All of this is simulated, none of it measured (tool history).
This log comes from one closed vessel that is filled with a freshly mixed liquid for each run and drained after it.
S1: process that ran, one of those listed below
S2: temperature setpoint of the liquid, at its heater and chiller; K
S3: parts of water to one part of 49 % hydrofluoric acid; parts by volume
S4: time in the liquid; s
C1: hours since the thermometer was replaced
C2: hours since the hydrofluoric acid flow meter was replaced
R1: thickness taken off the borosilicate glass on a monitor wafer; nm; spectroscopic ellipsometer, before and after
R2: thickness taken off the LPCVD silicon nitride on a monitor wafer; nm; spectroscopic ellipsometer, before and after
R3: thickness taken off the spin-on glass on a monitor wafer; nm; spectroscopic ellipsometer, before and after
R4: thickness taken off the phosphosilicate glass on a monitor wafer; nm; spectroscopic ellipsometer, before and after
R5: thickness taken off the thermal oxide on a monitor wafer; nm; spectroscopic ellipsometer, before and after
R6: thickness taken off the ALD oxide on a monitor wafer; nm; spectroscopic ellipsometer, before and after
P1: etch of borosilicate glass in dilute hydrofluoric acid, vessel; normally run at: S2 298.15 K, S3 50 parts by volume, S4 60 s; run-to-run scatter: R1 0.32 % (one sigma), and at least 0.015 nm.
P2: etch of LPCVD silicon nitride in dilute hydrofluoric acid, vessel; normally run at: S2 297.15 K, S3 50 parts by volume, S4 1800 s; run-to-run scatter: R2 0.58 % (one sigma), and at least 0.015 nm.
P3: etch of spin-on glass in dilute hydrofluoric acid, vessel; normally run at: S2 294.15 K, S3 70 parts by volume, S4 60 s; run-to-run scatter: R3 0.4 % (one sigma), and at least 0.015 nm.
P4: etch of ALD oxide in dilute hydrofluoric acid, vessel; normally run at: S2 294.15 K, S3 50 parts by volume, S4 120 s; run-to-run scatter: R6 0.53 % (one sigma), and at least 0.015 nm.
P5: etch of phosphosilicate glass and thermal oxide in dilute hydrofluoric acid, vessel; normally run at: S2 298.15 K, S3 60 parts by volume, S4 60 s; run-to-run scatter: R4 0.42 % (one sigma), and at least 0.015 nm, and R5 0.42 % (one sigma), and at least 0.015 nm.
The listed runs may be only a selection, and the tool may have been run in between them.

{"run": 1, "hour": 8.9, "S1": "P1", "S2": 298.15, "S3": 50, "S4": 60, "C1": 1923.8, "C2": 964.7, "R1": 44.802}
{"run": 2, "hour": 17.2, "S1": "P1", "S2": 298.15, "S3": 50, "S4": 60, "C1": 1932.1, "C2": 973.0, "R1": 44.794}
{"run": 3, "hour": 22.6, "S1": "P2", "S2": 297.15, "S3": 50, "S4": 1800, "C1": 1937.5, "C2": 978.4, "R2": 16.939}
{"run": 4, "hour": 28.8, "S1": "P3", "S2": 294.15, "S3": 70, "S4": 60, "C1": 1943.7, "C2": 984.6, "R3": 46.716}
{"run": 5, "hour": 36.3, "S1": "P1", "S2": 302.65, "S3": 50, "S4": 60, "C1": 1951.2, "C2": 992.1, "R1": 53.833}
{"hour": 37.5, "done": "hydrofluoric acid flow meter replaced"}
{"run": 6, "hour": 42.9, "S1": "P5", "S2": 304.15, "S3": 60, "S4": 60, "C1": 1957.8, "C2": 5.4, "R4": 288.36, "R5": 6.5236}
{"run": 7, "hour": 50.3, "S1": "P3", "S2": 294.15, "S3": 70, "S4": 30, "C1": 1965.2, "C2": 12.8, "R3": 23.417}
{"run": 8, "hour": 56.3, "S1": "P4", "S2": 294.15, "S3": 50, "S4": 120, "C1": 1971.2, "C2": 18.8, "R6": 22.373}
{"run": 9, "hour": 61.4, "S1": "P5", "S2": 298.15, "S3": 60, "S4": 120, "C1": 1976.3, "C2": 23.9, "R4": 453.65, "R5": 10.428}
{"run": 10, "hour": 71.5, "S1": "P1", "S2": 298.15, "S3": 50, "S4": 60, "C1": 1986.4, "C2": 34.0, "R1": 44.603}
{"run": 11, "hour": 80.9, "S1": "P3", "S2": 297.65, "S3": 70, "S4": 60, "C1": 1995.8, "C2": 43.4, "R3": 54.487}
{"run": 12, "hour": 89.3, "S1": "P1", "S2": 298.15, "S3": 20, "S4": 115, "C1": 2004.2, "C2": 51.8, "R1": 223.69}
{"run": 13, "hour": 99.6, "S1": "P1", "S2": 298.15, "S3": 50, "S4": 60, "C1": 2014.5, "C2": 62.1, "R1": 44.786}
{"run": 14, "hour": 109.7, "S1": "P1", "S2": 298.15, "S3": 75, "S4": 115, "C1": 2024.6, "C2": 72.2, "R1": 55.319}
{"run": 15, "hour": 117.5, "S1": "P2", "S2": 297.15, "S3": 70, "S4": 1800, "C1": 2032.4, "C2": 80.0, "R2": 12.318}
{"run": 16, "hour": 125.5, "S1": "P1", "S2": 298.15, "S3": 50, "S4": 60, "C1": 2040.4, "C2": 88.0, "R1": 44.904}
{"run": 17, "hour": 133.0, "S1": "P1", "S2": 298.15, "S3": 90, "S4": 60, "C1": 2047.9, "C2": 95.5, "R1": 23.586}
{"run": 18, "hour": 137.5, "S1": "P4", "S2": 294.15, "S3": 50, "S4": 175, "C1": 2052.4, "C2": 100.0, "R6": 32.484}
{"run": 19, "hour": 142.6, "S1": "P1", "S2": 298.15, "S3": 50, "S4": 60, "C1": 2057.5, "C2": 105.1, "R1": 44.508}
{"run": 20, "hour": 151.7, "S1": "P1", "S2": 290.15, "S3": 50, "S4": 60, "C1": 2066.6, "C2": 114.2, "R1": 32.083}
{"run": 21, "hour": 157.7, "S1": "P3", "S2": 294.15, "S3": 20, "S4": 60, "C1": 2072.6, "C2": 120.2, "R3": 174.24}
{"run": 22, "hour": 167.1, "S1": "P5", "S2": 298.15, "S3": 110, "S4": 60, "C1": 2082.0, "C2": 129.6, "R4": 115.46, "R5": 2.6587}
{"run": 23, "hour": 177.1, "S1": "P4", "S2": 294.15, "S3": 85, "S4": 120, "C1": 2092.0, "C2": 139.6, "R6": 12.618}
{"run": 24, "hour": 186.8, "S1": "P5", "S2": 298.15, "S3": 60, "S4": 60, "C1": 2101.7, "C2": 149.3, "R4": 227.08, "R5": 5.2158}
{"run": 25, "hour": 193.4, "S1": "P4", "S2": 290.15, "S3": 50, "S4": 120, "C1": 2108.3, "C2": 155.9, "R6": 18.893}
{"run": 26, "hour": 202.1, "S1": "P1", "S2": 298.15, "S3": 20, "S4": 60, "C1": 2117.0, "C2": 164.6, "R1": 115.98}
{"run": 27, "hour": 210.5, "S1": "P2", "S2": 293.15, "S3": 50, "S4": 1800, "C1": 2125.4, "C2": 173.0, "R2": 12.95}
{"run": 28, "hour": 218.9, "S1": "P1", "S2": 298.15, "S3": 50, "S4": 95, "C1": 2133.8, "C2": 181.4, "R1": 71.038}
{"run": 29, "hour": 225.7, "S1": "P2", "S2": 297.15, "S3": 50, "S4": 2635, "C1": 2140.6, "C2": 188.2, "R2": 25.013}
{"run": 30, "hour": 235.3, "S1": "P1", "S2": 298.15, "S3": 50, "S4": 30, "C1": 2150.2, "C2": 197.8, "R1": 22.504}
{"run": 31, "hour": 239.9, "S1": "P1", "S2": 298.15, "S3": 50, "S4": 60, "C1": 2154.8, "C2": 202.4, "R1": 44.772}
{"run": 32, "hour": 248.3, "S1": "P1", "S2": 298.15, "S3": 50, "S4": 60, "C1": 2163.2, "C2": 210.8, "R1": 45.953}
{"run": 33, "hour": 256.3, "S1": "P1", "S2": 298.15, "S3": 50, "S4": 60, "C1": 2171.2, "C2": 218.8, "R1": 46.997}
{"run": 34, "hour": 263.1, "S1": "P1", "S2": 298.15, "S3": 50, "S4": 60, "C1": 2178.0, "C2": 225.6, "R1": 47.482}
{"run": 35, "hour": 269.8, "S1": "P1", "S2": 298.15, "S3": 50, "S4": 60, "C1": 2184.7, "C2": 232.3, "R1": 47.736}
{"run": 36, "hour": 274.3, "S1": "P1", "S2": 298.15, "S3": 50, "S4": 60, "C1": 2189.2, "C2": 236.8, "R1": 47.895}
{"run": 37, "hour": 282.4, "S1": "P1", "S2": 298.15, "S3": 50, "S4": 60, "C1": 2197.3, "C2": 244.9, "R1": 48.076}
{"run": 38, "hour": 288.2, "S1": "P1", "S2": 298.15, "S3": 50, "S4": 60, "C1": 2203.1, "C2": 250.7, "R1": 48.431}
{"run": 39, "hour": 292.9, "S1": "P1", "S2": 298.15, "S3": 50, "S4": 60, "C1": 2207.8, "C2": 255.4, "R1": 48.293}
{"run": 40, "hour": 300.0, "S1": "P1", "S2": 298.15, "S3": 50, "S4": 60, "C1": 2214.9, "C2": 262.5, "R1": 48.708}
{"run": 41, "hour": 310.3, "S1": "P1", "S2": 298.15, "S3": 50, "S4": 60, "C1": 2225.2, "C2": 272.8, "R1": 48.606}
{"run": 42, "hour": 316.0, "S1": "P1", "S2": 298.15, "S3": 50, "S4": 60, "C1": 2230.9, "C2": 278.5, "R1": 48.606}

Something has made what P1 gives creep away from where it was; the 2 causes below, each at its own stated size, fit the log equally well:
A: hydrofluoric acid flow above the setpoint (%) = 7.72
B: liquid hotter than its thermometer reads (K) = 1.96
The process output started creeping at around hour 239.9.

Consider the 4 single-wafer check runs listed below, results given as question marks: which one distinguishes between the causes by giving clearly different results for each?
{"run": "check 1", "hour": 321.7, "S1": "P4", "S2": 294.15, "S3": 50, "S4": 120, "R6": "?"}
{"run": "check 2", "hour": 321.7, "S1": "P5", "S2": 298.15, "S3": 60, "S4": 60, "R4": "?", "R5": "?"}
{"run": "check 3", "hour": 321.7, "S1": "P2", "S2": 297.15, "S3": 50, "S4": 1800, "R2": "?"}
{"run": "check 4", "hour": 321.7, "S1": "P3", "S2": 294.15, "S3": 70, "S4": 60, "R3": "?"}

How each check would come out, cause by cause:
check=check_1 result=R6 if_A=24.211 if_B=24.290
check=check_2 result=R4 if_A=246.44 if_B=246.10
check=check_2 result=R5 if_A=5.6346 if_B=5.6267
check=check_3 result=R2 if_A=18.301 if_B=19.405
check=check_4 result=R3 if_A=50.865 if_B=50.881
Smallest distance between any two causes, each pair judged by its most separating result, in per cent: check 1 0.33 %; check 2 0.14 %; check 3 5.86 %; check 4 0.03 %
The causes can be told apart only by check 3. The other checks would give nearly the same results under each of them.

Here is what check 3 returned: R2 18.223 nm. Which cause is it?

The correct cause is A, namely: hydrofluoric acid flow above the setpoint (%).

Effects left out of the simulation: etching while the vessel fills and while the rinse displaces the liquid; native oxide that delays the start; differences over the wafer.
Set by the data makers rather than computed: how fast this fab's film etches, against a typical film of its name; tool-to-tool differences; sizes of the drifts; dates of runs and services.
